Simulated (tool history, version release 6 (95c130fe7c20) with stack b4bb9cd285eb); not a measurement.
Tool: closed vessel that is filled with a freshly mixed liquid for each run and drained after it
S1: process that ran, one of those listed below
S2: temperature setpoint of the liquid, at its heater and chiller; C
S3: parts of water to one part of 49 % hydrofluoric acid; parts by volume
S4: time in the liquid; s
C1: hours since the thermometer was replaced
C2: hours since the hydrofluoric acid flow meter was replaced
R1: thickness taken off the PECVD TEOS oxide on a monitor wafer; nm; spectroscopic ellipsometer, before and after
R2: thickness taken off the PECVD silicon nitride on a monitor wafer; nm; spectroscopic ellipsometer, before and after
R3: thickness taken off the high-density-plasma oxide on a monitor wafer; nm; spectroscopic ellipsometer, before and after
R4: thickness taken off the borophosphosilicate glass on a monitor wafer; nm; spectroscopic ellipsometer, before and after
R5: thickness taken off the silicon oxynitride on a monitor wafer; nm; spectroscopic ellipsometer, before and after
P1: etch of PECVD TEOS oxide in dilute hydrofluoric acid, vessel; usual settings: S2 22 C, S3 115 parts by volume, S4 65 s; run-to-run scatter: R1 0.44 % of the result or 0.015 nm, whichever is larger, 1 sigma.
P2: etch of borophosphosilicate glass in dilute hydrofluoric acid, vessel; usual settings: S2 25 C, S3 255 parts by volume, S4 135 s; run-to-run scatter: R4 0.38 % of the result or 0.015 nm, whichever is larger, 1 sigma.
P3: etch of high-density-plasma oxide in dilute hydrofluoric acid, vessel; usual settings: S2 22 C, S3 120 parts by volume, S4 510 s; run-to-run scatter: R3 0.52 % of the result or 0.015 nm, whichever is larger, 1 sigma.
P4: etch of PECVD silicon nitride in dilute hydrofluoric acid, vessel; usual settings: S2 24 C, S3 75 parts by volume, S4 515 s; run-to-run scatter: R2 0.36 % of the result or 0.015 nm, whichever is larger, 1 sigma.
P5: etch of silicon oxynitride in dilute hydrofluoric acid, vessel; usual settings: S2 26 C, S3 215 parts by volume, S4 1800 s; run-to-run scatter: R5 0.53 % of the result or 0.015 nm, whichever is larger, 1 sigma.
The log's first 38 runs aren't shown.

| run | hour | S1 | S2 | S3 | S4 | C1 | C2 | R1 | R2 | R3 | R4 | R5 |
|---|---|---|---|---|---|---|---|---|---|---|---|---|
| 39 | 293.6 | P1 | 22 | 115 | 65 | 193.4 | 480 | 4.6889 |  |  |  |  |
| 40 | 300 | P1 | 22 | 115 | 65 | 199.8 | 486.4 | 4.7351 |  |  |  |  |
| 41 | 307.7 | P1 | 22 | 115 | 65 | 207.5 | 494.1 | 4.7501 |  |  |  |  |
| 42 | 313.9 | P1 | 22 | 115 | 65 | 213.7 | 500.3 | 4.7925 |  |  |  |  |
| 43 | 319.2 | P1 | 22 | 115 | 65 | 219 | 505.6 | 4.8124 |  |  |  |  |
| 44 | 327.2 | P1 | 22 | 115 | 65 | 227 | 513.6 | 4.8471 |  |  |  |  |
| 45 | 333 | P1 | 22 | 115 | 65 | 232.8 | 519.4 | 4.8425 |  |  |  |  |
| 46 | 337.7 | P1 | 22 | 115 | 65 | 237.5 | 524.1 | 4.8647 |  |  |  |  |

The next listed run, before its measurement:
| 47 | 346.3 | P1 | 22 | 115 | 65 | 246.1 | 532.7 | ? |  |  |  |  |

R1: 4.8392 nm
